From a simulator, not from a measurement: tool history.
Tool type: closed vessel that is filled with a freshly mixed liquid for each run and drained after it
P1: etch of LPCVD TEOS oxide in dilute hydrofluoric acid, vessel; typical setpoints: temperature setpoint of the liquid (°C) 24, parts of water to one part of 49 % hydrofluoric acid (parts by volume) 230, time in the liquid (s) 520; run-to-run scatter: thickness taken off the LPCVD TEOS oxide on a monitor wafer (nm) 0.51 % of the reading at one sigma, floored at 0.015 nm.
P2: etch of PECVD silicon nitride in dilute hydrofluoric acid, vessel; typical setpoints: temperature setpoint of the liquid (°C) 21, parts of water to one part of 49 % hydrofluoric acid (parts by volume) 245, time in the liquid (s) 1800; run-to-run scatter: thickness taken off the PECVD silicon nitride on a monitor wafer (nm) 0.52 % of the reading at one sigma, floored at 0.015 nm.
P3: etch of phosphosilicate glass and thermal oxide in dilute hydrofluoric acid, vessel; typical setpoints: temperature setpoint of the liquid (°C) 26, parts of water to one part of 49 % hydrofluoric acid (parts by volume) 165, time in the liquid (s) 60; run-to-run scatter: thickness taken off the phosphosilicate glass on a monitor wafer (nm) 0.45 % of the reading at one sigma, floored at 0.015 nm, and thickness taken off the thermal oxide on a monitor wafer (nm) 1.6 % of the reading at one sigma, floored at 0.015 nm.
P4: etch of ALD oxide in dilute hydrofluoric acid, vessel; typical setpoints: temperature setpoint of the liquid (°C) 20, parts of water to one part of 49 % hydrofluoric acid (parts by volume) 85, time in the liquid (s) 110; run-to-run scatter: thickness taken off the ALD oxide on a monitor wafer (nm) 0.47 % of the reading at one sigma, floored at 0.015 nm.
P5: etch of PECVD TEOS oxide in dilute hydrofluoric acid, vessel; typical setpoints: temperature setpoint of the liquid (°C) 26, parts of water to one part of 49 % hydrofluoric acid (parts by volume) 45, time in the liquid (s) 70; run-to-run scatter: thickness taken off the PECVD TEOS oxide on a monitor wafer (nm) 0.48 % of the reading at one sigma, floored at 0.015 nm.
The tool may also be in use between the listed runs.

run,day,process that ran,temperature setpoint of the liquid (°C),parts of water to one part of 49 % hydrofluoric acid (parts by volume),time in the liquid (s),hours since the thermometer was replaced,hours since the hydrofluoric acid flow meter was replaced,thickness taken off the LPCVD TEOS oxide on a monitor wafer (nm),thickness taken off the PECVD TEOS oxide on a monitor wafer (nm),thickness taken off the phosphosilicate glass on a monitor wafer (nm),thickness taken off the thermal oxide on a monitor wafer (nm),thickness taken off the ALD oxide on a monitor wafer (nm),thickness taken off the PECVD silicon nitride on a monitor wafer (nm)
1,0.279,P1,24,230,520,1108,1492.6,46.904,,,,,
2,0.717,P1,24,125,790,1118.5,1503.1,147.31,,,,,
3,0.992,P5,34,45,70,1125.1,1509.7,,51.414,,,,
4,1.283,P1,24,230,520,1132.1,1516.7,46.991,,,,,
# day 1.754: thermometer replaced
5,1.792,P1,24,230,520,0.9,1528.9,47.148,,,,,
6,2.154,P5,26,45,30,9.6,1537.6,,16.175,,,,
7,2.662,P1,24,230,520,21.8,1549.8,47.362,,,,,
8,3.188,P1,24,230,50,34.4,1562.4,4.5352,,,,,
9,3.604,P3,26,165,60,44.4,1572.4,,,42.609,1.6939,,
10,4.021,P4,20,150,110,54.4,1582.4,,,,,9.9477,
11,4.312,P5,26,75,70,61.4,1589.4,,21.593,,,,
12,4.792,P4,20,85,110,72.9,1600.9,,,,,18.857,
13,5.162,P2,21,245,1800,81.8,1609.8,,,,,,10.218
14,5.688,P1,24,230,520,94.4,1622.4,46.625,,,,,
15,6.058,P1,24,230,935,103.3,1631.3,84.872,,,,,
16,6.546,P5,26,45,70,115,1643,,37.644,,,,
17,6.833,P2,21,245,435,121.9,1649.9,,,,,,2.5069
18,7.204,P3,26,165,30,130.8,1658.8,,,21.123,0.92679,,
19,7.488,P3,34,165,60,137.6,1665.6,,,56.697,2.3655,,
20,7.817,P5,26,45,70,145.5,1673.5,,37.75,,,,
21,8.229,P4,26.5,85,110,155.4,1683.4,,,,,24.638,
22,8.738,P1,24,230,520,167.6,1695.6,47.203,,,,,
23,9.062,P1,28,230,520,175.4,1703.4,53.986,,,,,
24,9.467,P1,17,230,520,185.1,1713.1,36.049,,,,,
25,9.796,P1,24,230,520,193,1721,47.174,,,,,
26,10.146,P1,24,340,120,201.4,1729.4,6.5655,,,,,
27,10.517,P1,24,65,520,210.3,1738.3,201.57,,,,,
28,11.046,P2,27,245,1800,223,1751,,,,,,14.662
29,11.533,P4,20,85,55,234.7,1762.7,,,,,9.3687,
30,11.779,P3,26,65,60,240.6,1768.6,,,122.65,5.0437,,
31,12.088,P2,21,55,1800,248,1776,,,,,,44.206
32,12.392,P1,24,335,520,255.3,1783.3,29.306,,,,,
33,12.679,P1,24,230,520,262.2,1790.2,47.125,,,,,
34,13.083,P1,24,230,520,271.9,1799.9,45.073,,,,,
35,13.392,P1,24,230,520,279.3,1807.3,44.738,,,,,
36,13.821,P1,24,230,520,289.6,1817.6,44.461,,,,,
37,14.308,P1,24,230,520,301.3,1829.3,44.488,,,,,
38,14.542,P1,24,230,520,306.9,1834.9,44.334,,,,,
39,14.929,P1,24,230,520,316.2,1844.2,44.594,,,,,

The output of P1 has drifted from where it used to be. Each of the 2 causes below, taken at the size shown beside it, accounts for the log equally well:
A: hydrofluoric acid flow below the setpoint (%) = 4.42
B: liquid colder than its thermometer reads (K) = 1.54
The drift started at roughly day 12.679.

Of the 4 check runs listed below, each run on one wafer and each result written as a question mark, which would let you distinguish the listed causes because they would give clearly different results?
check 1,15.317,P2,21,95,1800,,,,,,,,?
check 2,15.317,P3,30.5,165,60,,,,,?,?,,
check 3,15.317,P4,26,85,110,,,,,,,?,
check 4,15.317,P5,26,75,30,,,,?,,,,

What each check would give under each cause:
check,result,if A,if B
check 1,thickness taken off the PECVD silicon nitride on a monitor wafer (nm),24.773,23.316
check 2,thickness taken off the phosphosilicate glass on a monitor wafer (nm),47.19,47.2
check 2,thickness taken off the thermal oxide on a monitor wafer (nm),1.9492,1.9496
check 3,thickness taken off the ALD oxide on a monitor wafer (nm),22.757,22.516
check 4,thickness taken off the PECVD TEOS oxide on a monitor wafer (nm),8.8465,8.7441
Distance between the nearest two causes, measured in the result of the check that separates them most: check 1 6.06 %; check 2 0.02 %; check 3 1.07 %; check 4 1.16 %
Check 1 tells the causes apart: in the others they would give nearly the same result.

Check 1 was then run and gave: thickness taken off the PECVD silicon nitride on a monitor wafer (nm) 23.357. Which cause is it?

It is B: liquid colder than its thermometer reads (K).
